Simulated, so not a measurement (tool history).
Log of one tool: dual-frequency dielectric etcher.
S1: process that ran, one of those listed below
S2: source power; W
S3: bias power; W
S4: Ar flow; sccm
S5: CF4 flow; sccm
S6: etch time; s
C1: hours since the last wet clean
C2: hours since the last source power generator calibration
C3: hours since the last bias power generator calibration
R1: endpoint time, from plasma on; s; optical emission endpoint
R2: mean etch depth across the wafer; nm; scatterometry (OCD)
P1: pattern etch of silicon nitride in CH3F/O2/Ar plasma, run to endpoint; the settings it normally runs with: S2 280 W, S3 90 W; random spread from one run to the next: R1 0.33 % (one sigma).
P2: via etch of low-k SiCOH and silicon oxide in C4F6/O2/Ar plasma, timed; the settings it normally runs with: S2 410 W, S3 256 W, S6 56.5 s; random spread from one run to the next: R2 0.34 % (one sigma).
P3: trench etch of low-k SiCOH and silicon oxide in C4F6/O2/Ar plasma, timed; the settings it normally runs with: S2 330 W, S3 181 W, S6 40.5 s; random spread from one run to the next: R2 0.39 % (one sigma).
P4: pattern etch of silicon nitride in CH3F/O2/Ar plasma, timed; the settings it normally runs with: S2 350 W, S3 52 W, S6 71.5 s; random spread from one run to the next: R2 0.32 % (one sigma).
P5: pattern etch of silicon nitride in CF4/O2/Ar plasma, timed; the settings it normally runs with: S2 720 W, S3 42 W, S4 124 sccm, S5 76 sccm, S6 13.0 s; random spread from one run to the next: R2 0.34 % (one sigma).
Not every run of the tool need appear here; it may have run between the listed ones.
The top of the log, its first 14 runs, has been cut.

{"run": 15, "hour": 209.8, "S1": "P5", "S2": 720, "S3": 42, "S4": 161, "S5": 76, "S6": 13.0, "C1": 378.1, "C2": 1249.7, "C3": 1139.5, "R2": 29.133}
{"run": 16, "hour": 227.8, "S1": "P2", "S2": 410, "S3": 256, "S6": 36.5, "C1": 396.1, "C2": 1267.7, "C3": 1157.5, "R2": 115.61}
{"run": 17, "hour": 238.5, "S1": "P2", "S2": 330, "S3": 256, "S6": 56.5, "C1": 406.8, "C2": 1278.4, "C3": 1168.2, "R2": 165.81}
{"run": 18, "hour": 248.3, "S1": "P4", "S2": 350, "S3": 52, "S6": 41.0, "C1": 416.6, "C2": 1288.2, "C3": 1178.0, "R2": 24.398}
{"run": 19, "hour": 265.6, "S1": "P1", "S2": 280, "S3": 57, "C1": 433.9, "C2": 1305.5, "C3": 1195.3, "R1": 95.439}
{"run": 20, "hour": 278.7, "S1": "P1", "S2": 280, "S3": 90, "C1": 447.0, "C2": 1318.6, "C3": 1208.4, "R1": 81.445}
{"run": 21, "hour": 293.2, "S1": "P1", "S2": 380, "S3": 90, "C1": 461.5, "C2": 1333.1, "C3": 1222.9, "R1": 72.893}
{"run": 22, "hour": 307.4, "S1": "P2", "S2": 410, "S3": 256, "S6": 56.5, "C1": 475.7, "C2": 1347.3, "C3": 1237.1, "R2": 178.99}
{"run": 23, "hour": 319.4, "S1": "P3", "S2": 330, "S3": 181, "S6": 40.5, "C1": 487.7, "C2": 1359.3, "C3": 1249.1, "R2": 121.23}
{"run": 24, "hour": 328.0, "S1": "P3", "S2": 330, "S3": 181, "S6": 40.5, "C1": 496.3, "C2": 1367.9, "C3": 1257.7, "R2": 120.89}
{"run": 25, "hour": 340.4, "S1": "P3", "S2": 330, "S3": 181, "S6": 57.5, "C1": 508.7, "C2": 1380.3, "C3": 1270.1, "R2": 172.45}
{"run": 26, "hour": 348.5, "S1": "P1", "S2": 280, "S3": 90, "C1": 516.8, "C2": 1388.4, "C3": 1278.2, "R1": 81.18}
{"run": 27, "hour": 358.5, "S1": "P3", "S2": 330, "S3": 128, "S6": 40.5, "C1": 526.8, "C2": 1398.4, "C3": 1288.2, "R2": 108.21}
{"run": 28, "hour": 368.8, "S1": "P4", "S2": 350, "S3": 52, "S6": 71.5, "C1": 537.1, "C2": 1408.7, "C3": 1298.5, "R2": 42.453}
{"run": 29, "hour": 380.6, "S1": "P5", "S2": 490, "S3": 42, "S4": 124, "S5": 76, "S6": 13.0, "C1": 548.9, "C2": 1420.5, "C3": 1310.3, "R2": 21.766}
{"run": 30, "hour": 396.4, "S1": "P4", "S2": 350, "S3": 63, "S6": 71.5, "C1": 564.7, "C2": 1436.3, "C3": 1326.1, "R2": 45.379}
{"run": 31, "hour": 406.9, "S1": "P1", "S2": 280, "S3": 90, "C1": 575.2, "C2": 1446.8, "C3": 1336.6, "R1": 81.276}
{"run": 32, "hour": 419.5, "S1": "P1", "S2": 280, "S3": 90, "C1": 587.8, "C2": 1459.4, "C3": 1349.2, "R1": 80.837}
{"run": 33, "hour": 427.8, "S1": "P1", "S2": 280, "S3": 90, "C1": 596.1, "C2": 1467.7, "C3": 1357.5, "R1": 79.933}
{"run": 34, "hour": 443.4, "S1": "P1", "S2": 280, "S3": 90, "C1": 611.7, "C2": 1483.3, "C3": 1373.1, "R1": 80.169}
{"hour": 443.8, "done": "wet clean of the chamber"}
{"run": 35, "hour": 452.7, "S1": "P1", "S2": 280, "S3": 90, "C1": 9.0, "C2": 1492.6, "C3": 1382.4, "R1": 80.784}

Run 36, settings as shown, results not yet in. Your forecast:
{"run": 36, "hour": 470.4, "S1": "P1", "S2": 280, "S3": 90, "C1": 26.7, "C2": 1510.3, "C3": 1400.1, "R1": "?"}

Run 36 gave R1 79.501 s.

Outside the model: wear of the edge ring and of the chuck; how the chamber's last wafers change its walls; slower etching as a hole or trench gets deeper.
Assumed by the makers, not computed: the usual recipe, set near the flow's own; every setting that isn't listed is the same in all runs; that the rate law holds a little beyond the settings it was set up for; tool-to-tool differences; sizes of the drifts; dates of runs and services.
